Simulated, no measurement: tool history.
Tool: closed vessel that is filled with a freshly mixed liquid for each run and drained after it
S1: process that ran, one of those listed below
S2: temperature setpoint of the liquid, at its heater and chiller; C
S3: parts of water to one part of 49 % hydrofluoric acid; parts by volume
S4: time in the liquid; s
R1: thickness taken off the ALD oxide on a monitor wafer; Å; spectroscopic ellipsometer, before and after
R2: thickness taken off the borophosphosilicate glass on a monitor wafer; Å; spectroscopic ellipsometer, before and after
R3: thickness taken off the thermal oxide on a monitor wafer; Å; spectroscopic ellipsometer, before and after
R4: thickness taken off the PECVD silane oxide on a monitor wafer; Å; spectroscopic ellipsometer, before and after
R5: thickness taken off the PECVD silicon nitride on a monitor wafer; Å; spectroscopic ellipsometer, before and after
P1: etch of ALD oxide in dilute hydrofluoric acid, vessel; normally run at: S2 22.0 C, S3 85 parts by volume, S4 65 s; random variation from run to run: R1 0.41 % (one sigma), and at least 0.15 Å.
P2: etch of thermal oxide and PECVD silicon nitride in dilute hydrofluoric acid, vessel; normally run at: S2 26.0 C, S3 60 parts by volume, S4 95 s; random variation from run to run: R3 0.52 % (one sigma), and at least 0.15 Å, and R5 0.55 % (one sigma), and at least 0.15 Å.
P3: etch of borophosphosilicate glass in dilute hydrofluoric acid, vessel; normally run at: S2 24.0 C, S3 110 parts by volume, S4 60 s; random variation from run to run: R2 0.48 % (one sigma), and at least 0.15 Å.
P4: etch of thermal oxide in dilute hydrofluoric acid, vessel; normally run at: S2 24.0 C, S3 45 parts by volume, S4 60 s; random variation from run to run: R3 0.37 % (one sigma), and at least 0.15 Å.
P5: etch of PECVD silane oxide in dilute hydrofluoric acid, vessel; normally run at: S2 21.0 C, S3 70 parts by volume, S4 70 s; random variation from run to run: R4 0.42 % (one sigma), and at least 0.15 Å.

run     day  S1    S2   S3   S4       R1      R2       R3      R4       R5
  1   0.304  P1  22.0   85   65  141.260
  2   0.646  P1  17.0   85   65  114.520
  3   1.221  P3  24.0  110   60           356.85
  4   1.708  P4  24.0   45   30                    35.354
  5   2.025  P1  26.5   85   65  168.740
  6   2.658  P1  22.0  120   65   95.599
  7   3.221  P1  22.0  130   95  127.030
  8   3.858  P5  21.0   70  135                            359.34
  9   4.488  P2  26.0   60   95                    90.358           69.714
 10   5.029  P1  22.0   85   65  141.720
 11   5.458  P3  24.0  110   60           358.14
 12   5.958  P1  22.0   85   65  139.960
 13   6.308  P1  22.0   85   30   65.168
 14   6.942  P4  24.0   45   60                    71.892
 15   7.258  P4  29.0   45   60                    87.793
 16   7.562  P1  22.0   45   65  281.340
 17   7.842  P1  22.0   85   65  140.950
 18   8.288  P2  26.0   85   95                    62.456           49.362
 19   8.750  P1  22.0   85  120  260.370
 20   9.258  P2  26.0   60  185                   176.560          135.920
 21   9.650  P2  29.5   60   95                   104.290           88.780
 22   9.988  P1  22.0   85   65  141.030
 23  10.392  P4  24.0   60   60                    52.828
 24  10.842  P5  21.0  105   70                            119.53
 25  11.200  P3  24.0   55   60           758.64
 26  11.629  P1  22.0   85   65  139.470
 27  12.196  P5  21.0   70   70                            187.03
 28  12.629  P3  17.5  110   60           274.36
     12.717  -- thermometer replaced
 29  13.146  P3  24.0  110   35           207.08
 30  13.450  P1  22.0   85   65  140.100
 31  13.792  P5  17.0   70   70                            158.88
 32  14.208  P1  22.0   85   65  140.670
 33  14.558  P1  22.0   85   65  135.730
 34  15.125  P1  22.0   85   65  132.590
 35  15.467  P1  22.0   85   65  130.890
 36  15.812  P1  22.0   85   65  130.310
 37  16.333  P1  22.0   85   65  130.030
 38  16.704  P1  22.0   85   65  129.120

What P1 gives has crept away from where it was. These 2 causes fit the log equally well, each at the size given:
A: liquid colder than its thermometer reads (K) = 1.97
B: hydrofluoric acid flow below the setpoint (%) = 7.05
The creep began at about day 14.208.

4 check runs are offered, one wafer each, their results left as question marks. Which one tells the causes apart?
check 1  17.075  P4  24.0   45  60           ?
check 2  17.075  P2  26.0   60  95           ?       ?
check 3  17.075  P5  21.0   70  70               ?
check 4  17.075  P3  24.0  110  60       ?

What each check would give under each cause:
  check  result    if A    if B
check 1      R3  65.769  66.062
check 2      R3  83.699  83.737
check 2      R5  61.652  65.407
check 3      R4  172.55  173.08
check 4      R2  330.00  328.39
How far apart the two closest causes lie, in the result that separates them most: check 1 0.44 %; check 2 5.91 %; check 3 0.31 %; check 4 0.49 %
Only check 2 tells the causes apart: in the others they would give nearly the same result.

Check 2 was then run and gave: R3 83.955 Å; R5 61.399 Å. Which cause is it?

It is A: liquid colder than its thermometer reads (K).
